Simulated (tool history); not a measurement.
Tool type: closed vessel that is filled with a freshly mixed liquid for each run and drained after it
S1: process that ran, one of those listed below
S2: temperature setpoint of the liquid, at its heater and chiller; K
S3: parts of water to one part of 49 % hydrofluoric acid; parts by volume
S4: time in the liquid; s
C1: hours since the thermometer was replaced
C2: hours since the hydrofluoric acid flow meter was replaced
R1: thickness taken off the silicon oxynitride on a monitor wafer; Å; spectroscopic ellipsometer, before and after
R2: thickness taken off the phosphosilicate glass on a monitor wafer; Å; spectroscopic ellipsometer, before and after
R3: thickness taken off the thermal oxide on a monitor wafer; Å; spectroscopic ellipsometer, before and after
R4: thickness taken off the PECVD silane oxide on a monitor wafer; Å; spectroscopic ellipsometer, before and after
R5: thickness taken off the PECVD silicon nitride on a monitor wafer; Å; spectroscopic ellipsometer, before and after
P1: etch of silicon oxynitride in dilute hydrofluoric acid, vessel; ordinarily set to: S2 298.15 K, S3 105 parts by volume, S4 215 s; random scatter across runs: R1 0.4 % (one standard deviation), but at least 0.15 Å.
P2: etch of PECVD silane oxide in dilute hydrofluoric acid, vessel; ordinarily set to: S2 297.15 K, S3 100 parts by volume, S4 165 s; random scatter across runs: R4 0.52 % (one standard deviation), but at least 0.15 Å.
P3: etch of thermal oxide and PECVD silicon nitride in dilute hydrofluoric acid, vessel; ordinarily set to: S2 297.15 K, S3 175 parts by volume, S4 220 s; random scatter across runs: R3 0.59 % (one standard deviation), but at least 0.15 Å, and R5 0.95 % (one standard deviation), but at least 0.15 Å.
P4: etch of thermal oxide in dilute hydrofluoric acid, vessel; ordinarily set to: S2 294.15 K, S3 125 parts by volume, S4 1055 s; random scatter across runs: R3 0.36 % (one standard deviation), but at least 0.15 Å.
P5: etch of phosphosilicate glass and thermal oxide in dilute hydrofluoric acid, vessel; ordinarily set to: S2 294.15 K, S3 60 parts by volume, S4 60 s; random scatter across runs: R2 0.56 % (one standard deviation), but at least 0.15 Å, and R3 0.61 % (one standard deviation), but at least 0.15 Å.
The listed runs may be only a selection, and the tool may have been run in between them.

run 1 hour=6.2 | S1=P1 S2=298.15 S3=105 S4=215 | C1=1512 C2=1187.6 | R1=51.351
run 2 hour=10.7 | S1=P1 S2=298.15 S3=105 S4=215 | C1=1516.5 C2=1192.1 | R1=51.293
run 3 hour=14.8 | S1=P5 S2=290.15 S3=60 S4=60 | C1=1520.6 C2=1196.2 | R2=1592.9 R3=36.881
run 4 hour=21.2 | S1=P5 S2=294.15 S3=60 S4=60 | C1=1527 C2=1202.6 | R2=1876.3 R3=43.868
run 5 hour=27.1 | S1=P1 S2=298.15 S3=105 S4=80 | C1=1532.9 C2=1208.5 | R1=19.031
run 6 hour=31.4 | S1=P1 S2=305.15 S3=40 S4=215 | C1=1537.2 C2=1212.8 | R1=198.48
run 7 hour=37.2 | S1=P2 S2=297.15 S3=100 S4=75 | C1=1543 C2=1218.6 | R4=149.2
run 8 hour=41.5 | S1=P1 S2=298.15 S3=105 S4=215 | C1=1547.3 C2=1222.9 | R1=51.398
run 9 hour=45.8 | S1=P3 S2=297.15 S3=175 S4=220 | C1=1551.6 C2=1227.2 | R3=56.204 R5=21.319
run 10 hour=49.2 | S1=P1 S2=294.65 S3=105 S4=215 | C1=1555 C2=1230.6 | R1=43.502
run 11 hour=54 | S1=P5 S2=294.15 S3=20 S4=60 | C1=1559.8 C2=1235.4 | R2=5873.1 R3=139.19
run 12 hour=57.4 | S1=P1 S2=298.15 S3=105 S4=215 | C1=1563.2 C2=1238.8 | R1=51.204
run 13 hour=62.4 | S1=P2 S2=297.15 S3=40 S4=165 | C1=1568.2 C2=1243.8 | R4=885.38
run 14 hour=68.2 | S1=P4 S2=294.15 S3=125 S4=1055 | C1=1574 C2=1249.6 | R3=327.59
run 15 hour=73 | S1=P3 S2=291.65 S3=175 S4=220 | C1=1578.8 C2=1254.4 | R3=45.007 R5=14.814
run 16 hour=77.3 | S1=P4 S2=290.15 S3=125 S4=1055 | C1=1583.1 C2=1258.7 | R3=280.21
run 17 hour=82.3 | S1=P4 S2=294.15 S3=125 S4=1055 | C1=1588.1 C2=1263.7 | R3=328.61
run 18 hour=86.4 | S1=P3 S2=297.15 S3=175 S4=350 | C1=1592.2 C2=1267.8 | R3=89.345 R5=34.284
run 19 hour=90 | S1=P4 S2=294.15 S3=125 S4=175 | C1=1595.8 C2=1271.4 | R3=54.692
run 20 hour=94.9 | S1=P1 S2=298.15 S3=105 S4=335 | C1=1600.7 C2=1276.3 | R1=79.496
run 21 hour=98.3 | S1=P1 S2=293.65 S3=30 S4=215 | C1=1604.1 C2=1279.7 | R1=151.3
run 22 hour=101.7 | S1=P2 S2=290.65 S3=100 S4=165 | C1=1607.5 C2=1283.1 | R4=252.44
run 23 hour=104.9 | S1=P1 S2=302.15 S3=105 S4=215 | C1=1610.7 C2=1286.3 | R1=61.573
run 24 hour=110.7 | S1=P2 S2=297.15 S3=100 S4=165 | C1=1616.5 C2=1292.1 | R4=328.61
run 25 hour=116.2 | S1=P3 S2=297.15 S3=55 S4=220 | C1=1622 C2=1297.6 | R3=205.95 R5=66.595
run 26 hour=119.8 | S1=P4 S2=294.15 S3=35 S4=1055 | C1=1625.6 C2=1301.2 | R3=1311.4
run 27 hour=122.6 | S1=P1 S2=298.15 S3=175 S4=215 | C1=1628.4 C2=1304 | R1=28.898
run 28 hour=125.6 | S1=P1 S2=298.15 S3=35 S4=215 | C1=1631.4 C2=1307 | R1=163.48
run 29 hour=130.6 | S1=P5 S2=294.15 S3=60 S4=30 | C1=1636.4 C2=1312 | R2=936.97 R3=21.974
run 30 hour=135.2 | S1=P1 S2=298.15 S3=105 S4=215 | C1=1641 C2=1316.6 | R1=51.306
run 31 hour=140.8 | S1=P1 S2=298.15 S3=105 S4=215 | C1=1646.6 C2=1322.2 | R1=53.14
run 32 hour=143.8 | S1=P1 S2=298.15 S3=105 S4=215 | C1=1649.6 C2=1325.2 | R1=53.648
run 33 hour=147.3 | S1=P1 S2=298.15 S3=105 S4=215 | C1=1653.1 C2=1328.7 | R1=54.29
run 34 hour=153.7 | S1=P1 S2=298.15 S3=105 S4=215 | C1=1659.5 C2=1335.1 | R1=54.813
run 35 hour=156.7 | S1=P1 S2=298.15 S3=105 S4=215 | C1=1662.5 C2=1338.1 | R1=55.06
run 36 hour=159.7 | S1=P1 S2=298.15 S3=105 S4=215 | C1=1665.5 C2=1341.1 | R1=55.038
run 37 hour=164.2 | S1=P1 S2=298.15 S3=105 S4=215 | C1=1670 C2=1345.6 | R1=55.665
run 38 hour=170.4 | S1=P1 S2=298.15 S3=105 S4=215 | C1=1676.2 C2=1351.8 | R1=55.779
run 39 hour=174.6 | S1=P1 S2=298.15 S3=105 S4=215 | C1=1680.4 C2=1356 | R1=55.671
run 40 hour=179.8 | S1=P1 S2=298.15 S3=105 S4=215 | C1=1685.6 C2=1361.2 | R1=56.187
run 41 hour=186 | S1=P1 S2=298.15 S3=105 S4=215 | C1=1691.8 C2=1367.4 | R1=55.949

The output of P1 has drifted from where it used to be. Each of the 2 causes below, taken at the size shown beside it, accounts for the log equally well:
A: liquid hotter than its thermometer reads (K) = 1.92
B: hydrofluoric acid flow above the setpoint (%) = 8.52
The process output started creeping at around hour 135.2.

Each of the check runs listed below is run on 3 wafers and reports their average, with the results left as question marks. Pick the one under which the possible causes would lead to clearly different results.
run check 1 hour=192.2 | S1=P2 S2=291.65 S3=40 S4=165 | R4=?
run check 2 hour=192.2 | S1=P3 S2=297.15 S3=70 S4=220 | R3=? R5=?
run check 3 hour=192.2 | S1=P4 S2=290.15 S3=55 S4=1055 | R3=?
run check 4 hour=192.2 | S1=P5 S2=294.15 S3=25 S4=60 | R2=? R3=?

What each check would give under each cause:
check=check_1 result=R4 if_A=761.96 if_B=764.2
check=check_2 result=R3 if_A=170.46 if_B=172.48
check=check_2 result=R5 if_A=59.551 if_B=56.825
check=check_3 result=R3 if_A=743.71 if_B=746.7
check=check_4 result=R2 if_A=5087.5 if_B=5098.5
check=check_4 result=R3 if_A=118.79 if_B=119.05
Gap, in per cent, between the two causes that each check separates least, read from the result that separates them most: check 1 0.29 %; check 2 4.69 %; check 3 0.4 %; check 4 0.22 %
Only in check 2 would the causes give clearly different results; in the remaining checks their results would be nearly the same.

With check 2 done, the readings were: R3 170.8 Å; R5 59.91 Å. Identify which of the listed causes applies.

Of the candidate causes, it is A: liquid hotter than its thermometer reads (K).
